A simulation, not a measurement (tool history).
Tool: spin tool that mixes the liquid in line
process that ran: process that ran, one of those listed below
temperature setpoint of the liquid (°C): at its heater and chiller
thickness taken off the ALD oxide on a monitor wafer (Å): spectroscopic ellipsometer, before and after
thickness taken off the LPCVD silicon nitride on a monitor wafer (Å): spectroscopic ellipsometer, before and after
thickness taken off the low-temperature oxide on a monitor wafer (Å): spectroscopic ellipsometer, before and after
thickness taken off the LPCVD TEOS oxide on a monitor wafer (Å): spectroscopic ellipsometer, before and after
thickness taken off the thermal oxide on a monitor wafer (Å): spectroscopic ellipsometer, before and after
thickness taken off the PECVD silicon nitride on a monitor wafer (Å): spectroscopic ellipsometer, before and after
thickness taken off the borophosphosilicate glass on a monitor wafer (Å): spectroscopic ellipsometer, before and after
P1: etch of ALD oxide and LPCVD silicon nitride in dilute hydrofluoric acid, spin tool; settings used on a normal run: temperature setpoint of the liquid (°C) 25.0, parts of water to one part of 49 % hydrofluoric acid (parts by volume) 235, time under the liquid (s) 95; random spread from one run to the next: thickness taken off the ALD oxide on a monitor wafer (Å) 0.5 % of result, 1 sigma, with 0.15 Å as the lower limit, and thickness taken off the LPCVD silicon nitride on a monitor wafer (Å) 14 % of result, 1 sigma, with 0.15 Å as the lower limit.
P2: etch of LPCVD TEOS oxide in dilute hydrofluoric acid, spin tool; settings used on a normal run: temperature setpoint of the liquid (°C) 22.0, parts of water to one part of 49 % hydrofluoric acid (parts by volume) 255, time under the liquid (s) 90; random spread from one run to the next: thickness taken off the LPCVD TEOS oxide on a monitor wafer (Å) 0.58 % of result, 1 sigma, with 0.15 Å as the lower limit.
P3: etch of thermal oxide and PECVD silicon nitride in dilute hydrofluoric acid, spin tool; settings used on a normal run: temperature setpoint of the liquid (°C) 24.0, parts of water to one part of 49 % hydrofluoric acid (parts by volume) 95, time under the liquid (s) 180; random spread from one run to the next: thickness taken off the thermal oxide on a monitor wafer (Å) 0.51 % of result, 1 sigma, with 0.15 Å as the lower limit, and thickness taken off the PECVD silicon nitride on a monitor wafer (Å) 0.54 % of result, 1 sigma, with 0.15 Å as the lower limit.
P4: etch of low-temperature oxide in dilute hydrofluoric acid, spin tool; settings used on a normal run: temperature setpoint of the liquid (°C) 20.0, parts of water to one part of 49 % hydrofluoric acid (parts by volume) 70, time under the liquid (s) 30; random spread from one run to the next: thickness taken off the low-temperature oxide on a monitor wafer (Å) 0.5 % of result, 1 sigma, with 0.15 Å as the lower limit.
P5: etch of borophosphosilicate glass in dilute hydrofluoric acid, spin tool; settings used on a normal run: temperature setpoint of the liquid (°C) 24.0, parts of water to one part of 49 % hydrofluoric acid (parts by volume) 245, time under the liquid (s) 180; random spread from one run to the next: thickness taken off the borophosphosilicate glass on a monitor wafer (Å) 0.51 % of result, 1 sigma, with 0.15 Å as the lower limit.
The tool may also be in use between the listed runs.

run	hour	process that ran	temperature setpoint of the liquid (°C)	parts of water to one part of 49 % hydrofluoric acid (parts by volume)	time under the liquid (s)	hours since the thermometer was replaced	hours since the hydrofluoric acid flow meter was replaced	thickness taken off the ALD oxide on a monitor wafer (Å)	thickness taken off the LPCVD silicon nitride on a monitor wafer (Å)	thickness taken off the low-temperature oxide on a monitor wafer (Å)	thickness taken off the LPCVD TEOS oxide on a monitor wafer (Å)	thickness taken off the thermal oxide on a monitor wafer (Å)	thickness taken off the PECVD silicon nitride on a monitor wafer (Å)	thickness taken off the borophosphosilicate glass on a monitor wafer (Å)
1	8.7	P1	25.0	235	95	817.8	639.7	70.764	1.30050					
2	15.2	P1	25.0	235	95	824.3	646.2	70.391	1.83170					
3	20.2	P1	25.0	155	50	829.3	651.2	60.958	1.23810					
4	29.0	P4	20.0	70	55	838.1	660.0			89.256				
5	38.4	P1	32.5	115	95	847.5	669.4	217.770	6.58500					
6	43.9	P1	25.0	420	95	853.0	674.9	33.016	0.89526					
7	53.5	P1	25.0	235	185	862.6	684.5	136.450	2.76360					
8	62.1	P2	17.5	255	90	871.2	693.1				60.029			
9	72.1	P3	17.0	95	180	881.2	703.1					65.519	39.702	
10	78.8	P2	22.0	255	15	887.9	709.8				12.003			
11	88.8	P1	25.0	235	95	897.9	719.8	70.349	2.29510					
12	96.4	P1	25.0	75	95	905.5	727.4	263.910	6.06480					
13	104.6	P4	26.0	70	30	913.7	735.6			62.256				
14	112.0	P1	17.0	235	95	921.1	743.0	51.811	1.34390					
# hour 117.8: hydrofluoric acid flow meter replaced
15	118.2	P4	20.0	70	30	927.3	0.4			48.391				
16	124.0	P1	31.0	235	95	933.1	6.2	86.156	3.15690					
17	130.2	P1	25.0	235	95	939.3	12.4	70.123	1.81450					
18	140.1	P5	17.0	245	180	949.2	22.3							185.92
19	144.8	P3	24.0	95	180	953.9	27.0					87.837	64.226	
20	150.8	P5	24.0	420	180	959.9	33.0							119.42
21	159.2	P3	24.0	95	180	968.3	41.4					88.331	63.374	
22	167.1	P3	24.0	170	180	976.2	49.3					45.049	35.677	
23	176.0	P2	22.0	255	90	985.1	58.2				71.186			
24	181.9	P1	25.0	235	30	991.0	64.1	21.572	0.68488					
25	187.0	P1	25.0	235	95	996.1	69.2	70.222	2.12420					
# hour 190.2: thermometer replaced
26	195.5	P1	25.0	235	95	5.3	77.7	70.630	1.37560					
27	200.4	P4	20.0	120	30	10.2	82.6			26.842				
28	209.2	P5	24.0	245	180	19.0	91.4							242.04
29	214.7	P4	20.0	70	30	24.5	96.9			49.221				
30	223.2	P5	24.0	245	360	33.0	105.4							481.10
31	230.4	P3	24.0	95	30	40.2	112.6					14.878	10.584	
32	240.0	P2	22.0	255	90	49.8	122.2				70.501			
33	245.3	P2	22.0	445	90	55.1	127.5				34.034			
34	255.1	P1	25.0	235	95	64.9	137.3	70.305	1.82660					
35	259.9	P1	25.0	235	95	69.7	142.1	71.471	1.89940					
36	265.7	P1	25.0	235	95	75.5	147.9	71.986	2.44750					
37	275.3	P1	25.0	235	95	85.1	157.5	73.788	1.80860					
38	283.6	P1	25.0	235	95	93.4	165.8	74.088	2.31850					
39	290.6	P1	25.0	235	95	100.4	172.8	74.305	1.84600					
40	299.4	P1	25.0	235	95	109.2	181.6	74.568	1.89860					

The output of P1 has drifted from where it used to be. Each of the 2 causes below, taken at the size shown beside it, accounts for the log equally well:
A: liquid hotter than its thermometer reads (K) = 1.7
B: hydrofluoric acid flow above the setpoint (%) = 4.93
The onset of the drift is placed at about hour 255.1.

Which of the 4 check runs listed below separates the causes, so that each cause would produce a clearly different result? Each run uses one wafer, and its results are marked with question marks.
check 1	308.2	P3	24.0	140	180							?	?	
check 2	308.2	P5	24.0	245	355									?
check 3	308.2	P2	22.0	390	15						?			
check 4	308.2	P4	23.0	115	30					?				

Predicted outcomes, by check and by cause:
check	result	if A	if B
check 1	thickness taken off the thermal oxide on a monitor wafer (Å)	60.286	59.740
check 1	thickness taken off the PECVD silicon nitride on a monitor wafer (Å)	48.446	45.547
check 2	thickness taken off the borophosphosilicate glass on a monitor wafer (Å)	503.96	503.74
check 3	thickness taken off the LPCVD TEOS oxide on a monitor wafer (Å)	7.2393	7.2907
check 4	thickness taken off the low-temperature oxide on a monitor wafer (Å)	34.131	33.715
Separation of the two closest causes in each check, using whichever result separates them best: check 1 6.17 %; check 2 0.05 %; check 3 0.71 %; check 4 1.23 %
Check 1 distinguishes between the causes, while the remaining checks would return nearly the same result for all of them.

Here is what check 1 returned: thickness taken off the thermal oxide on a monitor wafer (Å) 60.002; thickness taken off the PECVD silicon nitride on a monitor wafer (Å) 48.543. Which cause is it?

It was cause A: liquid hotter than its thermometer reads (K).
